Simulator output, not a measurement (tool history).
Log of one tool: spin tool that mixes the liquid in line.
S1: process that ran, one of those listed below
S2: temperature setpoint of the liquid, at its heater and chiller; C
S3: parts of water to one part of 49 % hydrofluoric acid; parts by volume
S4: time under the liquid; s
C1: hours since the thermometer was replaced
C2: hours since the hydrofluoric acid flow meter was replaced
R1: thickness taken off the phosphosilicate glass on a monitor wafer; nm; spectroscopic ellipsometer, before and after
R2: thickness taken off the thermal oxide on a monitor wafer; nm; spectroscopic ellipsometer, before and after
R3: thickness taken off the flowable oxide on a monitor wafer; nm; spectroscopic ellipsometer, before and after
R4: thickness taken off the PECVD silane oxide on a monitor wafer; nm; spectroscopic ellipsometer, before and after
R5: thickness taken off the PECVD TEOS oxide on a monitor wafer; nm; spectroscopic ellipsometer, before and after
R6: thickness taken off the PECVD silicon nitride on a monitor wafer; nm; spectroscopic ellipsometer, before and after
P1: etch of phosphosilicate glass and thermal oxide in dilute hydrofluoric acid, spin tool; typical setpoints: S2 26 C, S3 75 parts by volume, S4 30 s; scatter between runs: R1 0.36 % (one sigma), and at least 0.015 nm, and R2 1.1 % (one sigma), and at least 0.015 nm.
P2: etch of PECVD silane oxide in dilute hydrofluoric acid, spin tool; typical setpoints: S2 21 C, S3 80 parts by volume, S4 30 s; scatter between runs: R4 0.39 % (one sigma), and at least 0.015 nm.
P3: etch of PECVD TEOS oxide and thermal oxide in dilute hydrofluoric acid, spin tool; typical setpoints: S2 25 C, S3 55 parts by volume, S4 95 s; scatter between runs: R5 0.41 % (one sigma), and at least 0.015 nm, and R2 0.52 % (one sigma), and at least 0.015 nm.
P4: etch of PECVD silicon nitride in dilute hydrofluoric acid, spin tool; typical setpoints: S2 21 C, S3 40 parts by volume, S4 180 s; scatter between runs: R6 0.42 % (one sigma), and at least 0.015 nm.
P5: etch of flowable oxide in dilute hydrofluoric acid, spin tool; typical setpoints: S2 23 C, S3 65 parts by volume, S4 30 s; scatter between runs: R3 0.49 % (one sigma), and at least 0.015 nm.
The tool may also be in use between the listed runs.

run   hour  S1    S2   S3   S4     C1      C2      R1       R2      R3      R4      R5      R6
  1    7.5  P1    26   75   30  321.6   902.7  37.174   1.9863
  2   20.4  P1    26   75   30  334.5   915.6  37.475    2.049
  3   30.9  P5  28.5   65   30    345   926.1                   20.375
  4   41.1  P1    26   75   30  355.2   936.3  37.215   2.0314
  5   52.5  P1    26   45   30  366.6   947.7  64.968    3.495
  6   63.3  P1    26   75   30  377.4   958.5  37.406   2.0317
  7   76.6  P5    23   65   30  390.7   971.8                   16.277
  8   88.4  P1  21.5   45   30  402.5   983.6  53.778   2.9018
  9  100.4  P2    21   80   30  414.5   995.6                           11.227
 10  107.4  P3    33   55   95  421.5  1002.6           12.271                  72.171
 11  121.3  P1  32.5   75   30  435.4  1016.5  48.205   2.5679
 12  128.7  P2    17   80   30  442.8  1023.9                           9.3937
 13  135.7  P3    25   90   95  449.8  1030.9           5.2858                  30.671
 14  144.9  P1    26   75   15    459  1040.1  18.464   1.0177
 15  153.3  P1    21   75   15  467.4  1048.5  15.285  0.81478
 16  164.3  P4    21   75  180  478.4  1059.5                                           3.7784
 17    176  P5    23   65   30  490.1  1071.2                   16.347
 18  188.1  P4    21   40  180  502.2  1083.3                                            6.922
 19  199.7  P3    25   55   15  513.8  1094.9           1.4347                   8.321
 20  213.1  P1    26   75   30  527.2  1108.3  37.241   2.0107
 21  219.8  P5    23  100   30  533.9    1115                   10.196
 22  226.2  P1    26   75   30  540.3  1121.4  37.306   1.9986
 23  239.5  P3    25   55   95  553.6  1134.7           9.0401                  52.169
 24  252.6  P1    26  135   30  566.7  1147.8   19.37    1.022
 25    260  P2    21   80   55  574.1  1155.2                           20.489
 26    273  P5    23   65   15  587.1  1168.2                   8.1847
 27  280.5  P1    26   75   45  594.6  1175.7  55.726   3.0377
     283.1  -- thermometer replaced
 28  292.4  P1  29.5   75   60    9.3  1187.6  85.755   4.6872
 29    300  P1    19   75   30   16.9  1195.2  28.169   1.5073
 30  306.8  P3    25   55   95   23.7    1202           9.0387                   52.75
 31  319.6  P4    21   40   90   36.5  1214.8                                           3.4804
 32    333  P2    21   25   30   49.9  1228.2                             38.2
 33  342.8  P4  25.5   40  180   59.7    1238                                           9.4846
 34  349.4  P1    26   75   30   66.3  1244.6  37.326   2.0175
 35    363  P1    26   75   30   79.9  1258.2  38.505   2.1016
 36  375.3  P1    26   75   30   92.2  1270.5  39.188   2.1194
 37  389.2  P1    26   75   30  106.1  1284.4  39.451   2.1525
 38  403.2  P1    26   75   30  120.1  1298.4  39.493   2.1426
 39  411.3  P1    26   75   30  128.2  1306.5  39.615   2.1638
 40  418.5  P1    26   75   30  135.4  1313.7  39.891   2.1954
 41  429.2  P1    26   75   30  146.1  1324.4  39.657   2.2046
 42  436.7  P1    26   75   30  153.6  1331.9  39.715   2.1587

P1 has crept away from where it was. The log is fitted equally well by each of these 2 causes, at the sizes shown:
A: liquid hotter than its thermometer reads (K) = 1.69
B: hydrofluoric acid flow above the setpoint (%) = 6.25
At approximately hour 349.4, the process output began to creep.

Which of the 4 check runs listed below separates the causes, so that each cause would produce a clearly different result? Each run uses one wafer, and its results are marked with question marks.
check 1  444.2  P4  21  40  180                               ?
check 2  444.2  P2  21  80   30                       ?
check 3  444.2  P5  23  65   30                   ?
check 4  444.2  P3  25  55   95               ?           ?

What each check would give under each cause:
  check  result    if A    if B
check 1      R6  7.8478  7.4082
check 2      R4  11.957  11.922
check 3      R3  17.428  17.369
check 4      R2  9.6459  9.6155
check 4      R5  56.264  56.087
Distance between the nearest two causes, measured in the result of the check that separates them most: check 1 5.76 %; check 2 0.3 %; check 3 0.34 %; check 4 0.32 %
Of the check runs offered, only check 1 discriminates between the causes; the rest would read about the same regardless of which cause applies.

Running check 1 produced the following: R6 7.4205 nm. Which one of the listed causes fits?

It was cause B: hydrofluoric acid flow above the setpoint (%).

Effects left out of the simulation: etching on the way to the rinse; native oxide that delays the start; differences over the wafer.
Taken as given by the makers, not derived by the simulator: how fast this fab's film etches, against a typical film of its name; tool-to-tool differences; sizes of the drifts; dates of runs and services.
